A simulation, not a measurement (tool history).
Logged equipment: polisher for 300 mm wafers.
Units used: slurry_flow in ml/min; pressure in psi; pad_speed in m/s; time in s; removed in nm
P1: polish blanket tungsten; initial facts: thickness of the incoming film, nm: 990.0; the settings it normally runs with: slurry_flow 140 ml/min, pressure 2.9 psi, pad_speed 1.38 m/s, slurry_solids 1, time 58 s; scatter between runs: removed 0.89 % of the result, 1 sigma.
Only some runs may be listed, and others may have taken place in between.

run,hour,slurry_flow,pressure,pad_speed,slurry_solids,time,wafers polished on this pad,hours since the slurry nozzle was cleaned,hours since the head pressure was calibrated,hours since the slurry blender was calibrated,hours since the slurry got fresh peroxide,removed
1,8.7,140,2.9,1.38,1,58,288,90.4,467.6,93.8,33.1,238.62
2,18.8,140,2.9,1.38,1.45,58,385,100.5,477.7,103.9,43.2,263.51
3,29.8,140,2.9,1.38,1,58,491,111.5,488.7,114.9,54.2,240.34
4,38.7,85,2.9,1.38,1,58,577,120.4,497.6,123.8,63.1,213.15
5,45.2,100,2.9,1.38,1,43,639,126.9,504.1,130.3,69.6,166.24
6,52.2,140,3.6,1.38,1,58,707,133.9,511.1,137.3,76.6,297.94
7,58.8,140,2.9,1.38,1,58,770,140.5,517.7,143.9,83.2,241.38
8,68.1,140,2.9,1.38,1,86,860,149.8,527,153.2,92.5,358.78
# hour 74: slurry blender recalibrated
9,79.1,140,2.9,1.38,1,28,966,160.8,538,5.1,103.5,116.91
# hour 81.6: head pressure recalibrated
10,88.5,140,2.9,1.38,1,58,1056,170.2,7,14.5,112.9,240.95
11,98.5,220,2.9,1.38,1,58,1152,180.2,17,24.5,122.9,260.28
12,104.6,140,2.9,1,1,58,1211,186.3,23.1,30.6,129,176.85
13,114.6,140,2.9,1.38,0.5,58,1307,196.3,33.1,40.6,139,202.98

Expected results for the next run?
14,123.4,140,1.4,1.38,1,58,1392,205.1,41.9,49.4,147.8,?

{"run 14": {"removed": 115.24}}
